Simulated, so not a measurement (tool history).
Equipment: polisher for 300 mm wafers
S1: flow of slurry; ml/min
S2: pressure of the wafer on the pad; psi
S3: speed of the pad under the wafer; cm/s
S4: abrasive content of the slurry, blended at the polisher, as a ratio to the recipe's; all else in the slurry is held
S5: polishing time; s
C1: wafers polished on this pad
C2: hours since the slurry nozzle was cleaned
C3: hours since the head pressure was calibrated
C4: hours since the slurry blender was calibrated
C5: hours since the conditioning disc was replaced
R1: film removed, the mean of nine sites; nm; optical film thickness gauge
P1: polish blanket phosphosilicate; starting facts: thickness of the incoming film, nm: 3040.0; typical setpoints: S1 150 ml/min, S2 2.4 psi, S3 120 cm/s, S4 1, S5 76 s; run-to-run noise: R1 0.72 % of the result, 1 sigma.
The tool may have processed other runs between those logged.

run,hour,S1,S2,S3,S4,S5,C1,C2,C3,C4,C5,R1
1,7.3,150,2.4,120,1,76,461,45.1,922.1,74.7,45.9,616.68
2,14.4,150,2.4,120,1,112,519,52.2,929.2,81.8,53,905.64
3,22.8,150,2.4,120,1,76,587,60.6,937.6,90.2,61.4,607.83
# hour 26.6: head pressure recalibrated
4,32.6,200,2.4,120,1,76,667,70.4,6,100,71.2,631.14
5,37.8,150,2.4,120,1,76,709,75.6,11.2,105.2,76.4,616.55
6,46.7,150,1.2,84,1,76,781,84.5,20.1,114.1,85.3,232.49
7,56.4,150,2.4,88,1,76,860,94.2,29.8,123.8,95,479.01
8,61.2,150,2.4,120,1,34,899,99,34.6,128.6,99.8,276.26
9,69.3,150,2.4,120,1,76,965,107.1,42.7,136.7,107.9,618.95
10,74.7,150,2.4,120,1,76,1009,112.5,48.1,142.1,113.3,612.59
11,82.8,150,1.1,120,1,76,1075,120.6,56.2,150.2,121.4,283.12
12,92.8,150,2.4,120,1,76,1156,130.6,66.2,160.2,131.4,614.79
13,103.5,150,2.4,120,0.6,76,1243,141.3,76.9,170.9,142.1,477.52
14,108.4,150,3.6,120,1,76,1283,146.2,81.8,175.8,147,924.38
15,118.3,150,2.4,120,1.2,76,1364,156.1,91.7,185.7,156.9,666.22
16,126.3,150,2.4,170,1,76,1429,164.1,99.7,193.7,164.9,816.22
17,131,90,2.4,120,1,76,1467,168.8,104.4,198.4,169.6,551.96
18,137.2,150,2.4,120,1,76,1517,175,110.6,204.6,175.8,615.81
19,145.4,150,2.4,120,1,76,1584,183.2,118.8,212.8,184,587.08
20,151.4,150,2.4,120,1,76,1633,189.2,124.8,218.8,190,581.13
# hour 157: head pressure recalibrated
21,157.5,150,2.4,120,1,76,1683,195.3,0.5,224.9,196.1,563.04
# hour 160.5: conditioning disc replaced and pad reconditioned
22,162.6,150,2.4,120,1,76,1724,200.4,5.6,230,2.2,562.76
23,170.9,150,2.4,120,1,76,1791,208.7,13.9,238.3,10.5,562.88
# hour 172.8: slurry nozzle cleaned
24,178.8,150,2.4,120,1,76,1856,6,21.8,246.2,18.4,567.02

Run 25 has not been measured yet. What should we expect?
25,188.7,150,2.4,120,1,76,1936,15.9,31.7,256.1,28.3,?

Run 25 came out at R1 549.57 nm.

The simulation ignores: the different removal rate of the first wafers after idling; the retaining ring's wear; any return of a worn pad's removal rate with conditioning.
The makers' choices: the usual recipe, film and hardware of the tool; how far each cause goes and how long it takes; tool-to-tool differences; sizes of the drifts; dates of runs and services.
